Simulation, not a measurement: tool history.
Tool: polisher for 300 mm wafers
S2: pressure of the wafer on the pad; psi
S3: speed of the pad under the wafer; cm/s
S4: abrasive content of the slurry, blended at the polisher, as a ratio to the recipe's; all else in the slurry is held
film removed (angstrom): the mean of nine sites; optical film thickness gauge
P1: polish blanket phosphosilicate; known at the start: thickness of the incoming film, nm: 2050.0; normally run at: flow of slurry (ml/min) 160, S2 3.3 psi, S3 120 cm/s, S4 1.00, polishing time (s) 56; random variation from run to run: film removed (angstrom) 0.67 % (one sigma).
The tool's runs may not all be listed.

{"run": 1, "hour": 11.7, "flow of slurry (ml/min)": 160, "S2": 3.3, "S3": 120, "S4": 1.0, "polishing time (s)": 56, "film removed (angstrom)": 5096.1}
{"run": 2, "hour": 22.3, "flow of slurry (ml/min)": 95, "S2": 3.3, "S3": 120, "S4": 1.0, "polishing time (s)": 32, "film removed (angstrom)": 2650.5}
{"run": 3, "hour": 31.1, "flow of slurry (ml/min)": 160, "S2": 3.3, "S3": 120, "S4": 1.0, "polishing time (s)": 56, "film removed (angstrom)": 5186.5}
{"hour": 38.4, "done": "slurry blender recalibrated"}
{"run": 4, "hour": 40.8, "flow of slurry (ml/min)": 160, "S2": 3.3, "S3": 120, "S4": 1.0, "polishing time (s)": 56, "film removed (angstrom)": 5046.1}
{"hour": 50.9, "done": "worn pad replaced by a new one"}
{"run": 5, "hour": 51.8, "flow of slurry (ml/min)": 160, "S2": 3.3, "S3": 120, "S4": 1.0, "polishing time (s)": 56, "film removed (angstrom)": 5154.4}
{"hour": 64.5, "done": "head pressure recalibrated"}
{"run": 6, "hour": 65.0, "flow of slurry (ml/min)": 160, "S2": 3.3, "S3": 178, "S4": 1.0, "polishing time (s)": 56, "film removed (angstrom)": 6998.3}
{"run": 7, "hour": 79.1, "flow of slurry (ml/min)": 95, "S2": 3.3, "S3": 120, "S4": 1.0, "polishing time (s)": 56, "film removed (angstrom)": 4649.6}
{"run": 8, "hour": 94.2, "flow of slurry (ml/min)": 160, "S2": 3.3, "S3": 120, "S4": 0.55, "polishing time (s)": 56, "film removed (angstrom)": 3728.8}
{"run": 9, "hour": 107.6, "flow of slurry (ml/min)": 160, "S2": 3.3, "S3": 120, "S4": 1.0, "polishing time (s)": 56, "film removed (angstrom)": 5146.5}
{"run": 10, "hour": 119.9, "flow of slurry (ml/min)": 160, "S2": 3.3, "S3": 120, "S4": 1.0, "polishing time (s)": 56, "film removed (angstrom)": 5072.1}
{"run": 11, "hour": 132.4, "flow of slurry (ml/min)": 160, "S2": 5.1, "S3": 120, "S4": 1.0, "polishing time (s)": 56, "film removed (angstrom)": 7878.6}
{"run": 12, "hour": 145.1, "flow of slurry (ml/min)": 160, "S2": 1.9, "S3": 120, "S4": 1.0, "polishing time (s)": 56, "film removed (angstrom)": 2966.0}
{"run": 13, "hour": 155.3, "flow of slurry (ml/min)": 160, "S2": 3.3, "S3": 120, "S4": 1.0, "polishing time (s)": 29, "film removed (angstrom)": 2679.5}
{"run": 14, "hour": 169.4, "flow of slurry (ml/min)": 160, "S2": 3.3, "S3": 120, "S4": 1.0, "polishing time (s)": 78, "film removed (angstrom)": 7221.8}
{"run": 15, "hour": 176.9, "flow of slurry (ml/min)": 110, "S2": 4.4, "S3": 120, "S4": 1.0, "polishing time (s)": 56, "film removed (angstrom)": 6334.5}
{"run": 16, "hour": 187.5, "flow of slurry (ml/min)": 160, "S2": 3.3, "S3": 120, "S4": 1.35, "polishing time (s)": 56, "film removed (angstrom)": 5895.2}

The next listed run, before its measurement:
{"run": 17, "hour": 202.1, "flow of slurry (ml/min)": 160, "S2": 3.3, "S3": 82, "S4": 1.0, "polishing time (s)": 56, "film removed (angstrom)": "?"}

film removed (angstrom): 3759.6
